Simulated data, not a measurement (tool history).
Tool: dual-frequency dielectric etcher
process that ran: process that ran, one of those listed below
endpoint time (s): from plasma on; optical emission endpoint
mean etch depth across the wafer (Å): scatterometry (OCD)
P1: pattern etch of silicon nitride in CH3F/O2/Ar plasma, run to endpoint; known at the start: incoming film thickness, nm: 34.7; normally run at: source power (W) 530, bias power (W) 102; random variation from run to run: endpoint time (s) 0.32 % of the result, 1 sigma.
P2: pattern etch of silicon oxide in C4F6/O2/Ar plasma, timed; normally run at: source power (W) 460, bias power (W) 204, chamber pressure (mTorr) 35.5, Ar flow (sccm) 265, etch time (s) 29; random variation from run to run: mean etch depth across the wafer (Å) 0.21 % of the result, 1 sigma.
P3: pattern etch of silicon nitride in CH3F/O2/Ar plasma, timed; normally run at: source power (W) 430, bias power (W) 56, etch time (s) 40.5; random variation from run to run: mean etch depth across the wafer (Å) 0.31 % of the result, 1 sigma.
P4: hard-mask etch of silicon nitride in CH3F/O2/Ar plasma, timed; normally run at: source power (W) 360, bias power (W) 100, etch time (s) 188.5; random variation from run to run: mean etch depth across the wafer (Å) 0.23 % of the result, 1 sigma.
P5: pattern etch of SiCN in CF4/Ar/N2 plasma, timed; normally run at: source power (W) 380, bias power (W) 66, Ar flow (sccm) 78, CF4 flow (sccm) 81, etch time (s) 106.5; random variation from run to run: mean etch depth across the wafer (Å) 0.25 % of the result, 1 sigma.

run,hour,process that ran,source power (W),bias power (W),chamber pressure (mTorr),Ar flow (sccm),etch time (s),CF4 flow (sccm),hours since the last wet clean,hours since the last source power generator calibration,hours since the last bias power generator calibration,endpoint time (s),mean etch depth across the wafer (Å)
1,10.8,P1,530,102,,,,,336.4,302.7,2784.2,40.001,
2,25.9,P2,460,204,35.5,206,29,,351.5,317.8,2799.3,,1011.1
3,35.7,P1,530,102,,,,,361.3,327.6,2809.1,40.023,
4,43,P5,380,66,,78,106.5,81,368.6,334.9,2816.4,,792.05
5,58.3,P5,270,66,,78,106.5,81,383.9,350.2,2831.7,,584.44
6,66,P3,430,56,,,40.5,,391.6,357.9,2839.4,,263.36
7,74.7,P5,380,66,,78,60.5,81,400.3,366.6,2848.1,,450.82
8,88.6,P5,380,66,,103,106.5,81,414.2,380.5,2862,,764.52
9,97.4,P1,530,102,,,,,423,389.3,2870.8,40.194,
10,109.2,P3,430,56,,,40.5,,434.8,401.1,2882.6,,264.63
11,120.4,P1,640,66,,,,,446,412.3,2893.8,43.305,
12,127.9,P3,430,56,,,31.5,,453.5,419.8,2901.3,,205.21
13,144.1,P2,460,159,35.5,265,29,,469.7,436,2917.5,,909.89
14,151.3,P4,290,100,,,188.5,,476.9,443.2,2924.7,,1286.8
15,166.1,P2,610,204,35.5,265,29,,491.7,458,2939.5,,1097
16,177.3,P5,380,87,,78,106.5,81,502.9,469.2,2950.7,,872.8
17,189.6,P2,460,204,35.5,265,19.5,,515.2,481.5,2963,,661.75
18,197.4,P1,530,64,,,,,523,489.3,2970.8,46.801,
19,207.8,P1,530,102,,,,,533.4,499.7,2981.2,40.136,
20,218.8,P1,530,143,,,,,544.4,510.7,2992.2,35.268,
21,233.7,P2,460,204,35.5,265,29,,559.3,525.6,3007.1,,982.53
22,240.8,P2,460,204,44.5,265,29,,566.4,532.7,3014.2,,954.76
# hour 249.2: wet clean of the chamber
23,255.6,P5,380,66,,78,106.5,81,6.4,547.5,3029,,790.95
24,264.7,P3,570,56,,,40.5,,15.5,556.6,3038.1,,293.6
25,280.2,P3,430,39,,,40.5,,31,572.1,3053.6,,234.89
26,287.7,P4,360,100,,,188.5,,38.5,579.6,3061.1,,1393.4
27,301.2,P4,360,135,,,188.5,,52,593.1,3074.6,,1559.4
28,312.7,P1,430,102,,,,,63.5,604.6,3086.1,43.305,
29,324.1,P1,660,102,,,,,74.9,616,3097.5,36.899,
30,332.4,P4,360,100,,,103.5,,83.2,624.3,3105.8,,762.8
31,345,P1,530,102,,,,,95.8,636.9,3118.4,39.934,
32,359.8,P5,380,66,,78,106.5,53,110.6,651.7,3133.2,,744.38
33,370.3,P2,460,204,35.5,265,29,,121.1,662.2,3143.7,,983.21
34,383.9,P1,530,102,,,,,134.7,675.8,3157.3,39.987,
35,398.2,P1,530,102,,,,,149,690.1,3171.6,39.516,
36,410.2,P1,530,102,,,,,161,702.1,3183.6,39.417,
# hour 412.5: wet clean of the chamber
37,426.1,P1,530,102,,,,,13.6,718,3199.5,39.378,
38,435.4,P1,530,102,,,,,22.9,727.3,3208.8,39.474,
39,446.7,P1,530,102,,,,,34.2,738.6,3220.1,39.572,
40,454.4,P1,530,102,,,,,41.9,746.3,3227.8,39.35,

What P1 gives has crept away from where it was. These 2 causes fit the log equally well, each at the size given:
A: bias power that arrives over what is set, % = 4.57
B: source power that arrives over what is set, % = 4.43
The creep began at about hour 383.9.
Why every other cause is out:
chamber walls in a state that raises the etch rate, %: serviced at hour 412.5, which brought nothing back

4 check runs are offered, one wafer each, their results left as question marks. Which one tells the causes apart?
check 1,462.1,P5,380,84,,78,106.5,81,,,,,?
check 2,462.1,P2,600,204,35.5,265,29,,,,,,?
check 3,462.1,P3,550,40,,,40.5,,,,,,?
check 4,462.1,P4,310,100,,,104.5,,,,,,?

What each check would give under each cause:
check,result,if A,if B
check 1,mean etch depth across the wafer (Å),872.4,892.47
check 2,mean etch depth across the wafer (Å),1106.3,1109.3
check 3,mean etch depth across the wafer (Å),265.82,267.04
check 4,mean etch depth across the wafer (Å),741.51,741
How far apart the two closest causes lie, in the result that separates them most: check 1 2.27 %; check 2 0.28 %; check 3 0.46 %; check 4 0.07 %
Only check 1 tells the causes apart: in the others they would give nearly the same result.

Then check 1 was run and gave: mean etch depth across the wafer (Å) 892.5. Which cause is it?

It is B: source power that arrives over what is set, %.
